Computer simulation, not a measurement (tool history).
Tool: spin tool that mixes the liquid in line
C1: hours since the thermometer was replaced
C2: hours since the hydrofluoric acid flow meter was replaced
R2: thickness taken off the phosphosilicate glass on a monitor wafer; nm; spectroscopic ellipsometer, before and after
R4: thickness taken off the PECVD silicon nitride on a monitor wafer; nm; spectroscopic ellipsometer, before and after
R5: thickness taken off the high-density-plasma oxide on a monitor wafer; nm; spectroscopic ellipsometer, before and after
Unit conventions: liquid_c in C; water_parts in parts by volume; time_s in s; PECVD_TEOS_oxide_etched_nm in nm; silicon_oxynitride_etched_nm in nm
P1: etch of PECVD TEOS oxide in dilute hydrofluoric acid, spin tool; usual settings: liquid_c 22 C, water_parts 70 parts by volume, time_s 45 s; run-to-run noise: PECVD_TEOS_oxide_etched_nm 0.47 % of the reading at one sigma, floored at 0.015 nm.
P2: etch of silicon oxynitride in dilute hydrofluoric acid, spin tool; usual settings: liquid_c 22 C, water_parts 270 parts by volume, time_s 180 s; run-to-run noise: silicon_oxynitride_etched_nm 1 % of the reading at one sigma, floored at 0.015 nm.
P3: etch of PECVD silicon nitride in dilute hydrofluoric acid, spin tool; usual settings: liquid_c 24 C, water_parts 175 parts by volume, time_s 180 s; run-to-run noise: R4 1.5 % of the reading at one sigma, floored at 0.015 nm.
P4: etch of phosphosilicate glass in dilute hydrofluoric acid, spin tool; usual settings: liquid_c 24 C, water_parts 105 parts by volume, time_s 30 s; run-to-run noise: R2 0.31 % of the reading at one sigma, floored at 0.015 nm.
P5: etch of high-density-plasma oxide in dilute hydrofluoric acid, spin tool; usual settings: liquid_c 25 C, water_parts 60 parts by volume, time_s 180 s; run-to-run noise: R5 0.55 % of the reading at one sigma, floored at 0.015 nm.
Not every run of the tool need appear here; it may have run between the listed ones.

Run 1, hour 5.3: process P1, liquid_c 22 C, water_parts 70 parts by volume, time_s 45 s; C1 1660.5; C2 452.1. Result: PECVD_TEOS_oxide_etched_nm 13.89 nm.
Run 2, hour 9.8: process P4, liquid_c 24 C, water_parts 105 parts by volume, time_s 30 s; C1 1665; C2 456.6. Result: R2 23.721 nm.
Run 3, hour 13.9: process P1, liquid_c 29 C, water_parts 70 parts by volume, time_s 45 s; C1 1669.1; C2 460.7. Result: PECVD_TEOS_oxide_etched_nm 18.322 nm.
Run 4, hour 19.8: process P2, liquid_c 22 C, water_parts 270 parts by volume, time_s 80 s; C1 1675; C2 466.6. Result: silicon_oxynitride_etched_nm 1.1284 nm.
Run 5, hour 24.8: process P4, liquid_c 24 C, water_parts 105 parts by volume, time_s 60 s; C1 1680; C2 471.6. Result: R2 47.566 nm.
Run 6, hour 27.7: process P1, liquid_c 18.5 C, water_parts 70 parts by volume, time_s 45 s; C1 1682.9; C2 474.5. Result: PECVD_TEOS_oxide_etched_nm 12.021 nm.
Run 7, hour 33.4: process P3, liquid_c 24 C, water_parts 55 parts by volume, time_s 180 s; C1 1688.6; C2 480.2. Result: R4 5.3051 nm.
Run 8, hour 39: process P1, liquid_c 22 C, water_parts 115 parts by volume, time_s 45 s; C1 1694.2; C2 485.8. Result: PECVD_TEOS_oxide_etched_nm 8.0551 nm.
Run 9, hour 44.2: process P1, liquid_c 22 C, water_parts 40 parts by volume, time_s 45 s; C1 1699.4; C2 491. Result: PECVD_TEOS_oxide_etched_nm 25.005 nm.
Run 10, hour 47.9: process P1, liquid_c 22 C, water_parts 70 parts by volume, time_s 65 s; C1 1703.1; C2 494.7. Result: PECVD_TEOS_oxide_etched_nm 19.916 nm.
Run 11, hour 54.3: process P2, liquid_c 22 C, water_parts 270 parts by volume, time_s 180 s; C1 1709.5; C2 501.1. Result: silicon_oxynitride_etched_nm 2.5753 nm.
Run 12, hour 57.3: process P3, liquid_c 19 C, water_parts 175 parts by volume, time_s 180 s; C1 1712.5; C2 504.1. Result: R4 1.2396 nm.
Run 13, hour 63.4: process P4, liquid_c 24 C, water_parts 55 parts by volume, time_s 30 s; C1 1718.6; C2 510.2. Result: R2 48.344 nm.
Run 14, hour 67.9: process P1, liquid_c 22 C, water_parts 95 parts by volume, time_s 25 s; C1 1723.1; C2 514.7. Result: PECVD_TEOS_oxide_etched_nm 5.4812 nm.
Run 15, hour 72.6: process P5, liquid_c 21 C, water_parts 60 parts by volume, time_s 180 s; C1 1727.8; C2 519.4. Result: R5 18.74 nm.
Run 16, hour 77.1: process P5, liquid_c 25 C, water_parts 60 parts by volume, time_s 180 s; C1 1732.3; C2 523.9. Result: R5 21.911 nm.
Run 17, hour 82.1: process P4, liquid_c 17 C, water_parts 105 parts by volume, time_s 30 s; C1 1737.3; C2 528.9. Result: R2 17.863 nm.
Run 18, hour 88.4: process P5, liquid_c 25 C, water_parts 60 parts by volume, time_s 180 s; C1 1743.6; C2 535.2. Result: R5 21.95 nm.
Run 19, hour 94.8: process P3, liquid_c 24 C, water_parts 175 parts by volume, time_s 180 s; C1 1750; C2 541.6. Result: R4 1.7299 nm.
Run 20, hour 99.6: process P1, liquid_c 22 C, water_parts 70 parts by volume, time_s 15 s; C1 1754.8; C2 546.4. Result: PECVD_TEOS_oxide_etched_nm 4.6097 nm.
Run 21, hour 104.2: process P2, liquid_c 22 C, water_parts 95 parts by volume, time_s 180 s; C1 1759.4; C2 551. Result: silicon_oxynitride_etched_nm 8.1562 nm.
Run 22, hour 107.2: process P5, liquid_c 25 C, water_parts 60 parts by volume, time_s 15 s; C1 1762.4; C2 554. Result: R5 1.838 nm.
Run 23, hour 112.9: process P3, liquid_c 24 C, water_parts 175 parts by volume, time_s 315 s; C1 1768.1; C2 559.7. Result: R4 2.9618 nm.
Run 24, hour 116.7: process P5, liquid_c 25 C, water_parts 20 parts by volume, time_s 180 s; C1 1771.9; C2 563.5. Result: R5 69.923 nm.
Run 25, hour 120.2: process P1, liquid_c 30 C, water_parts 20 parts by volume, time_s 45 s; C1 1775.4; C2 567. Result: PECVD_TEOS_oxide_etched_nm 72.076 nm.
Run 26, hour 124.7: process P1, liquid_c 22 C, water_parts 45 parts by volume, time_s 65 s; C1 1779.9; C2 571.5. Result: PECVD_TEOS_oxide_etched_nm 32.083 nm.
Run 27, hour 130.6: process P4, liquid_c 24 C, water_parts 105 parts by volume, time_s 30 s; C1 1785.8; C2 577.4. Result: R2 23.683 nm.
Run 28, hour 134.7: process P2, liquid_c 26 C, water_parts 270 parts by volume, time_s 180 s; C1 1789.9; C2 581.5. Result: silicon_oxynitride_etched_nm 2.9887 nm.
Run 29, hour 137.9: process P3, liquid_c 24 C, water_parts 175 parts by volume, time_s 180 s; C1 1793.1; C2 584.7. Result: R4 1.7087 nm.
Run 30, hour 141.2: process P1, liquid_c 22 C, water_parts 70 parts by volume, time_s 45 s; C1 1796.4; C2 588. Result: PECVD_TEOS_oxide_etched_nm 13.778 nm.
Run 31, hour 145.6: process P1, liquid_c 22 C, water_parts 70 parts by volume, time_s 45 s; C1 1800.8; C2 592.4. Result: PECVD_TEOS_oxide_etched_nm 13.864 nm.
Run 32, hour 150.1: process P1, liquid_c 22 C, water_parts 70 parts by volume, time_s 45 s; C1 1805.3; C2 596.9. Result: PECVD_TEOS_oxide_etched_nm 13.81 nm.
Run 33, hour 154.1: process P1, liquid_c 22 C, water_parts 70 parts by volume, time_s 45 s; C1 1809.3; C2 600.9. Result: PECVD_TEOS_oxide_etched_nm 13.886 nm.
Run 34, hour 160.3: process P1, liquid_c 22 C, water_parts 70 parts by volume, time_s 45 s; C1 1815.5; C2 607.1. Result: PECVD_TEOS_oxide_etched_nm 13.374 nm.
Run 35, hour 166.7: process P1, liquid_c 22 C, water_parts 70 parts by volume, time_s 45 s; C1 1821.9; C2 613.5. Result: PECVD_TEOS_oxide_etched_nm 13.14 nm.
Run 36, hour 171.7: process P1, liquid_c 22 C, water_parts 70 parts by volume, time_s 45 s; C1 1826.9; C2 618.5. Result: PECVD_TEOS_oxide_etched_nm 12.809 nm.
Run 37, hour 174.8: process P1, liquid_c 22 C, water_parts 70 parts by volume, time_s 45 s; C1 1830; C2 621.6. Result: PECVD_TEOS_oxide_etched_nm 12.89 nm.
Run 38, hour 179: process P1, liquid_c 22 C, water_parts 70 parts by volume, time_s 45 s; C1 1834.2; C2 625.8. Result: PECVD_TEOS_oxide_etched_nm 12.823 nm.
Run 39, hour 182.6: process P1, liquid_c 22 C, water_parts 70 parts by volume, time_s 45 s; C1 1837.8; C2 629.4. Result: PECVD_TEOS_oxide_etched_nm 12.719 nm.
Run 40, hour 187: process P1, liquid_c 22 C, water_parts 70 parts by volume, time_s 45 s; C1 1842.2; C2 633.8. Result: PECVD_TEOS_oxide_etched_nm 12.632 nm.
Run 41, hour 193.3: process P1, liquid_c 22 C, water_parts 70 parts by volume, time_s 45 s; C1 1848.5; C2 640.1. Result: PECVD_TEOS_oxide_etched_nm 12.657 nm.
Run 42, hour 199.5: process P1, liquid_c 22 C, water_parts 70 parts by volume, time_s 45 s; C1 1854.7; C2 646.3. Result: PECVD_TEOS_oxide_etched_nm 12.705 nm.

P1 has crept away from where it was. The log is fitted equally well by each of these 2 causes, at the sizes shown:
A: liquid colder than its thermometer reads (K) = 2.14
B: hydrofluoric acid flow below the setpoint (%) = 7.83
The onset of the drift is placed at about hour 154.1.

Of the 4 check runs below, each run on 5 wafers with the results averaged and each result still a question mark, which one would tell the listed causes apart?
Run check 1, hour 205.7: process P4, liquid_c 17 C, water_parts 105 parts by volume, time_s 30 s. Result: R2 ?.
Run check 2, hour 205.7: process P3, liquid_c 24 C, water_parts 90 parts by volume, time_s 180 s. Result: R4 ?.
Run check 3, hour 205.7: process P2, liquid_c 22 C, water_parts 155 parts by volume, time_s 180 s. Result: silicon_oxynitride_etched_nm ?.
Run check 4, hour 205.7: process P5, liquid_c 25 C, water_parts 20 parts by volume, time_s 15 s. Result: R5 ?.

If the cause were each of the candidates in turn, the checks would give the following:
  check                        result    if A    if B
check 1                            R2  16.274  16.277
check 2                            R4  2.8715  3.0563
check 3  silicon_oxynitride_etched_nm  4.3337  4.3757
check 4                            R5  5.3063  5.3406
Distance between the nearest two causes, measured in the result of the check that separates them most: check 1 0.02 %; check 2 6.24 %; check 3 0.96 %; check 4 0.64 %
Check 2 is the one run that separates the causes; every other check would come out nearly the same whichever cause is at work.

After running check 2, the following was obtained: R4 3.0713 nm. Which cause does this point to?

The correct cause is B, namely: hydrofluoric acid flow below the setpoint (%).
